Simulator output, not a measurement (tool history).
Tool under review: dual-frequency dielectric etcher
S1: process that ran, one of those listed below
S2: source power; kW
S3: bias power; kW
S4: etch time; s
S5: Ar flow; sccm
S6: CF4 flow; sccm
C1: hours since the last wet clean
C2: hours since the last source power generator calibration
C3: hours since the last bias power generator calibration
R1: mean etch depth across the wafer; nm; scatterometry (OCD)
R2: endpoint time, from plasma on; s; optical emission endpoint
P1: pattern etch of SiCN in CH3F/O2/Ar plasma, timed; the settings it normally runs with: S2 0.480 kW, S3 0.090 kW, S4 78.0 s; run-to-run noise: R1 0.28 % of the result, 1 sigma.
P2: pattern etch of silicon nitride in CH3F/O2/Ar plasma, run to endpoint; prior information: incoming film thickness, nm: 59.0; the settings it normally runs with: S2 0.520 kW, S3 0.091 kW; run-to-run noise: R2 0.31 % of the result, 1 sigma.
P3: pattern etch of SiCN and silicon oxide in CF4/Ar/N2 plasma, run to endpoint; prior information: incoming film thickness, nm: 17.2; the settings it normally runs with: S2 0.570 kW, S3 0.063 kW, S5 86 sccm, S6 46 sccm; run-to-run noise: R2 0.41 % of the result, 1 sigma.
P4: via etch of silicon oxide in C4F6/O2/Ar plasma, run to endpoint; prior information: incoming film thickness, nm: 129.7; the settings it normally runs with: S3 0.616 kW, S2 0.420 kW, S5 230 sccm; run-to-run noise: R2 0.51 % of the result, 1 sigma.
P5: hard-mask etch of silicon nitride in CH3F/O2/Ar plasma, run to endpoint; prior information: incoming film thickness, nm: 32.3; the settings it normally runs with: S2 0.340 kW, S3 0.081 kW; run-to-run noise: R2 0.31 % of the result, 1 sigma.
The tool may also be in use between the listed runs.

{"run": 1, "hour": 6.7, "S1": "P1", "S2": 0.48, "S3": 0.09, "S4": 78.0, "C1": 367.4, "C2": 1273.6, "C3": 2004.9, "R1": 33.616}
{"run": 2, "hour": 14.0, "S1": "P4", "S2": 0.42, "S3": 0.616, "S5": 275, "C1": 374.7, "C2": 1280.9, "C3": 2012.2, "R2": 25.238}
{"run": 3, "hour": 21.9, "S1": "P4", "S2": 0.42, "S3": 0.616, "S5": 230, "C1": 382.6, "C2": 1288.8, "C3": 2020.1, "R2": 24.741}
{"run": 4, "hour": 29.1, "S1": "P3", "S2": 0.57, "S3": 0.063, "S5": 119, "S6": 46, "C1": 389.8, "C2": 1296.0, "C3": 2027.3, "R2": 18.345}
{"run": 5, "hour": 35.8, "S1": "P1", "S2": 0.48, "S3": 0.118, "S4": 78.0, "C1": 396.5, "C2": 1302.7, "C3": 2034.0, "R1": 37.17}
{"run": 6, "hour": 47.9, "S1": "P4", "S2": 0.26, "S3": 0.616, "S5": 230, "C1": 408.6, "C2": 1314.8, "C3": 2046.1, "R2": 29.355}
{"run": 7, "hour": 61.8, "S1": "P3", "S2": 0.7, "S3": 0.063, "S5": 86, "S6": 46, "C1": 422.5, "C2": 1328.7, "C3": 2060.0, "R2": 14.348}
{"run": 8, "hour": 71.5, "S1": "P2", "S2": 0.52, "S3": 0.056, "C1": 432.2, "C2": 1338.4, "C3": 2069.7, "R2": 82.199}
{"run": 9, "hour": 80.9, "S1": "P3", "S2": 0.57, "S3": 0.063, "S5": 86, "S6": 46, "C1": 441.6, "C2": 1347.8, "C3": 2079.1, "R2": 17.211}
{"run": 10, "hour": 89.9, "S1": "P5", "S2": 0.34, "S3": 0.05, "C1": 450.6, "C2": 1356.8, "C3": 2088.1, "R2": 56.419}
{"run": 11, "hour": 98.6, "S1": "P1", "S2": 0.48, "S3": 0.066, "S4": 78.0, "C1": 459.3, "C2": 1365.5, "C3": 2096.8, "R1": 30.096}
{"run": 12, "hour": 110.0, "S1": "P1", "S2": 0.48, "S3": 0.09, "S4": 78.0, "C1": 470.7, "C2": 1376.9, "C3": 2108.2, "R1": 33.639}
{"run": 13, "hour": 117.4, "S1": "P4", "S2": 0.42, "S3": 0.385, "S5": 230, "C1": 478.1, "C2": 1384.3, "C3": 2115.6, "R2": 29.473}
{"run": 14, "hour": 132.6, "S1": "P2", "S2": 0.52, "S3": 0.091, "C1": 493.3, "C2": 1399.5, "C3": 2130.8, "R2": 69.712}
{"run": 15, "hour": 146.7, "S1": "P5", "S2": 0.34, "S3": 0.081, "C1": 507.4, "C2": 1413.6, "C3": 2144.9, "R2": 47.822}
{"run": 16, "hour": 154.8, "S1": "P1", "S2": 0.48, "S3": 0.09, "S4": 78.0, "C1": 515.5, "C2": 1421.7, "C3": 2153.0, "R1": 33.537}
{"run": 17, "hour": 169.7, "S1": "P1", "S2": 0.31, "S3": 0.116, "S4": 78.0, "C1": 530.4, "C2": 1436.6, "C3": 2167.9, "R1": 31.549}
{"run": 18, "hour": 184.9, "S1": "P1", "S2": 0.48, "S3": 0.09, "S4": 43.0, "C1": 545.6, "C2": 1451.8, "C3": 2183.1, "R1": 18.401}
{"run": 19, "hour": 196.9, "S1": "P1", "S2": 0.48, "S3": 0.09, "S4": 78.0, "C1": 557.6, "C2": 1463.8, "C3": 2195.1, "R1": 33.656}
{"run": 20, "hour": 208.9, "S1": "P3", "S2": 0.57, "S3": 0.063, "S5": 86, "S6": 64, "C1": 569.6, "C2": 1475.8, "C3": 2207.1, "R2": 16.32}
{"run": 21, "hour": 221.3, "S1": "P1", "S2": 0.67, "S3": 0.076, "S4": 78.0, "C1": 582.0, "C2": 1488.2, "C3": 2219.5, "R1": 35.864}
{"run": 22, "hour": 233.7, "S1": "P1", "S2": 0.48, "S3": 0.09, "S4": 98.5, "C1": 594.4, "C2": 1500.6, "C3": 2231.9, "R1": 42.298}
{"run": 23, "hour": 241.1, "S1": "P1", "S2": 0.48, "S3": 0.116, "S4": 43.0, "C1": 601.8, "C2": 1508.0, "C3": 2239.3, "R1": 20.348}
{"run": 24, "hour": 250.1, "S1": "P5", "S2": 0.47, "S3": 0.081, "C1": 610.8, "C2": 1517.0, "C3": 2248.3, "R2": 42.734}
{"run": 25, "hour": 259.7, "S1": "P1", "S2": 0.33, "S3": 0.09, "S4": 78.0, "C1": 620.4, "C2": 1526.6, "C3": 2257.9, "R1": 29.234}
{"run": 26, "hour": 269.1, "S1": "P1", "S2": 0.48, "S3": 0.09, "S4": 78.0, "C1": 629.8, "C2": 1536.0, "C3": 2267.3, "R1": 33.592}
{"run": 27, "hour": 278.9, "S1": "P4", "S2": 0.42, "S3": 0.616, "S5": 230, "C1": 639.6, "C2": 1545.8, "C3": 2277.1, "R2": 24.711}
{"run": 28, "hour": 286.0, "S1": "P2", "S2": 0.69, "S3": 0.091, "C1": 646.7, "C2": 1552.9, "C3": 2284.2, "R2": 62.608}
{"run": 29, "hour": 294.3, "S1": "P1", "S2": 0.62, "S3": 0.09, "S4": 78.0, "C1": 655.0, "C2": 1561.2, "C3": 2292.5, "R1": 36.918}
{"run": 30, "hour": 303.4, "S1": "P3", "S2": 0.57, "S3": 0.048, "S5": 86, "S6": 46, "C1": 664.1, "C2": 1570.3, "C3": 2301.6, "R2": 18.831}
{"run": 31, "hour": 317.2, "S1": "P1", "S2": 0.48, "S3": 0.09, "S4": 78.0, "C1": 677.9, "C2": 1584.1, "C3": 2315.4, "R1": 33.549}
{"run": 32, "hour": 325.7, "S1": "P1", "S2": 0.48, "S3": 0.09, "S4": 78.0, "C1": 686.4, "C2": 1592.6, "C3": 2323.9, "R1": 33.346}
{"run": 33, "hour": 336.4, "S1": "P1", "S2": 0.48, "S3": 0.09, "S4": 78.0, "C1": 697.1, "C2": 1603.3, "C3": 2334.6, "R1": 33.308}
{"run": 34, "hour": 347.3, "S1": "P1", "S2": 0.48, "S3": 0.09, "S4": 78.0, "C1": 708.0, "C2": 1614.2, "C3": 2345.5, "R1": 33.262}
{"run": 35, "hour": 360.1, "S1": "P1", "S2": 0.48, "S3": 0.09, "S4": 78.0, "C1": 720.8, "C2": 1627.0, "C3": 2358.3, "R1": 33.276}
{"hour": 368.8, "done": "wet clean of the chamber"}
{"run": 36, "hour": 372.6, "S1": "P1", "S2": 0.48, "S3": 0.09, "S4": 78.0, "C1": 3.8, "C2": 1639.5, "C3": 2370.8, "R1": 32.978}
{"run": 37, "hour": 381.2, "S1": "P1", "S2": 0.48, "S3": 0.09, "S4": 78.0, "C1": 12.4, "C2": 1648.1, "C3": 2379.4, "R1": 33.141}
{"run": 38, "hour": 390.2, "S1": "P1", "S2": 0.48, "S3": 0.09, "S4": 78.0, "C1": 21.4, "C2": 1657.1, "C3": 2388.4, "R1": 33.118}
{"run": 39, "hour": 405.5, "S1": "P1", "S2": 0.48, "S3": 0.09, "S4": 78.0, "C1": 36.7, "C2": 1672.4, "C3": 2403.7, "R1": 33.009}

For run 40, what comes out?
{"run": 40, "hour": 412.9, "S1": "P1", "S2": 0.48, "S3": 0.09, "S4": 78.0, "C1": 44.1, "C2": 1679.8, "C3": 2411.1, "R1": "?"}

R1: 33.212 nm

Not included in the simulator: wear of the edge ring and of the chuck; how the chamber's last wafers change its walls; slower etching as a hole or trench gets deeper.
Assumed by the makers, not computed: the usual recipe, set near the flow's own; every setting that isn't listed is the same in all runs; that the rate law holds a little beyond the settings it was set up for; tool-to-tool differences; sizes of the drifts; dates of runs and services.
